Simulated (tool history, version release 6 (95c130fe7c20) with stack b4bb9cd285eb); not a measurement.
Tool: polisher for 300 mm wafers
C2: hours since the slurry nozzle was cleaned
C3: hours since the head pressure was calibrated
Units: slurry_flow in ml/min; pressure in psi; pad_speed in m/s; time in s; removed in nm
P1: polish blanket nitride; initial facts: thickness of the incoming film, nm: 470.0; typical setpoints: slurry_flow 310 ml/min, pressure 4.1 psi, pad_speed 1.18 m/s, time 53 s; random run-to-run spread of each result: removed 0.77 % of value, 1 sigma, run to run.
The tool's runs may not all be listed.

run 1 hour=6.9 | slurry_flow=310 pressure=4.1 pad_speed=1.18 time=53 | wafers_polished_on_this_pad=231 C2=101.4 C3=483.1 | removed=116.89
run 2 hour=13.5 | slurry_flow=310 pressure=6 pad_speed=1.18 time=53 | wafers_polished_on_this_pad=300 C2=108 C3=489.7 | removed=170.01
run 3 hour=22.3 | slurry_flow=310 pressure=4.1 pad_speed=1.8 time=53 | wafers_polished_on_this_pad=392 C2=116.8 C3=498.5 | removed=164.31
run 4 hour=33.8 | slurry_flow=310 pressure=2.5 pad_speed=1.18 time=53 | wafers_polished_on_this_pad=512 C2=128.3 C3=510 | removed=70.091
run 5 hour=41.8 | slurry_flow=310 pressure=4.1 pad_speed=1.18 time=53 | wafers_polished_on_this_pad=596 C2=136.3 C3=518 | removed=118.15
run 6 hour=52.4 | slurry_flow=310 pressure=4.1 pad_speed=1.18 time=39 | wafers_polished_on_this_pad=707 C2=146.9 C3=528.6 | removed=85.544
run 7 hour=59.3 | slurry_flow=310 pressure=4.1 pad_speed=1.18 time=53 | wafers_polished_on_this_pad=779 C2=153.8 C3=535.5 | removed=116.75
run 8 hour=66.5 | slurry_flow=310 pressure=5 pad_speed=1.18 time=74 | wafers_polished_on_this_pad=854 C2=161 C3=542.7 | removed=197.6
run 9 hour=76.3 | slurry_flow=310 pressure=2.1 pad_speed=0.88 time=53 | wafers_polished_on_this_pad=957 C2=170.8 C3=552.5 | removed=47.238
run 10 hour=86.2 | slurry_flow=470 pressure=4.1 pad_speed=1.18 time=53 | wafers_polished_on_this_pad=1061 C2=180.7 C3=562.4 | removed=120.27
run 11 hour=95.2 | slurry_flow=310 pressure=4.1 pad_speed=1.18 time=53 | wafers_polished_on_this_pad=1155 C2=189.7 C3=571.4 | removed=118.52
run 12 hour=105.6 | slurry_flow=310 pressure=4.1 pad_speed=1.18 time=53 | wafers_polished_on_this_pad=1263 C2=200.1 C3=581.8 | removed=116.31
run 13 hour=110.6 | slurry_flow=310 pressure=4.1 pad_speed=1.18 time=81 | wafers_polished_on_this_pad=1316 C2=205.1 C3=586.8 | removed=177.27
run 14 hour=116.7 | slurry_flow=445 pressure=4.1 pad_speed=0.54 time=53 | wafers_polished_on_this_pad=1380 C2=211.2 C3=592.9 | removed=63.745
run 15 hour=125.9 | slurry_flow=185 pressure=4.1 pad_speed=1.18 time=53 | wafers_polished_on_this_pad=1476 C2=220.4 C3=602.1 | removed=110.65
run 16 hour=135.6 | slurry_flow=310 pressure=4.1 pad_speed=1.18 time=53 | wafers_polished_on_this_pad=1577 C2=230.1 C3=611.8 | removed=115.58
run 17 hour=145.4 | slurry_flow=310 pressure=4.1 pad_speed=0.6 time=53 | wafers_polished_on_this_pad=1680 C2=239.9 C3=621.6 | removed=68.281
run 18 hour=151.7 | slurry_flow=310 pressure=4.1 pad_speed=1.18 time=53 | wafers_polished_on_this_pad=1746 C2=246.2 C3=627.9 | removed=116.5
run 19 hour=159 | slurry_flow=310 pressure=4.1 pad_speed=1.18 time=53 | wafers_polished_on_this_pad=1822 C2=253.5 C3=635.2 | removed=114.38
run 20 hour=169.5 | slurry_flow=310 pressure=4.1 pad_speed=1.18 time=53 | wafers_polished_on_this_pad=1932 C2=264 C3=645.7 | removed=113.14
run 21 hour=178.5 | slurry_flow=310 pressure=4.1 pad_speed=1.18 time=53 | wafers_polished_on_this_pad=2026 C2=273 C3=654.7 | removed=112.69
-- hour=184.2 worn pad replaced by a new one
run 22 hour=187.9 | slurry_flow=310 pressure=4.1 pad_speed=1.18 time=53 | wafers_polished_on_this_pad=38 C2=282.4 C3=664.1 | removed=111.31
run 23 hour=197.3 | slurry_flow=310 pressure=4.1 pad_speed=1.18 time=53 | wafers_polished_on_this_pad=137 C2=291.8 C3=673.5 | removed=111.92
run 24 hour=208.1 | slurry_flow=310 pressure=4.1 pad_speed=1.18 time=53 | wafers_polished_on_this_pad=250 C2=302.6 C3=684.3 | removed=110.25

P1 has crept away from where it was. The log is fitted equally well by each of these 2 causes, at the sizes shown:
A: head's pressure below its setpoint, % = 4.31
B: slurry flow missing at the pad, % = 33.8
Onset of the creep was near hour 151.7.
Every other cause this tool's parts could produce, and why it does not fit the log:
removal rate lost through wear of the pad, %: serviced at hour 184.2, which brought nothing back

Each of the check runs listed below is run on 5 wafers and reports their average, with the results left as question marks. Pick the one under which the possible causes would lead to clearly different results.
run check 1 hour=218.9 | slurry_flow=310 pressure=5.8 pad_speed=0.62 time=53 | removed=?
run check 2 hour=218.9 | slurry_flow=310 pressure=5 pad_speed=0.84 time=53 | removed=?
run check 3 hour=218.9 | slurry_flow=195 pressure=4.1 pad_speed=1.42 time=53 | removed=?
run check 4 hour=218.9 | slurry_flow=310 pressure=4.1 pad_speed=1.18 time=41 | removed=?

Outcome of each check run for each possible cause:
check=check_1 result=removed if_A=94.218 if_B=94.206
check=check_2 result=removed if_A=103.56 if_B=103.54
check=check_3 result=removed if_A=122.82 if_B=119.88
check=check_4 result=removed if_A=86.216 if_B=86.205
Distance between the nearest two causes, measured in the result of the check that separates them most: check 1 0.01 %; check 2 0.01 %; check 3 2.43 %; check 4 0.01 %
Only check 3 tells the causes apart: in the others they would give nearly the same result.

Check 3 was carried out, with these results: removed 120.09 nm. Which of the listed causes is responsible?

The correct cause is B, namely: slurry flow missing at the pad, %.
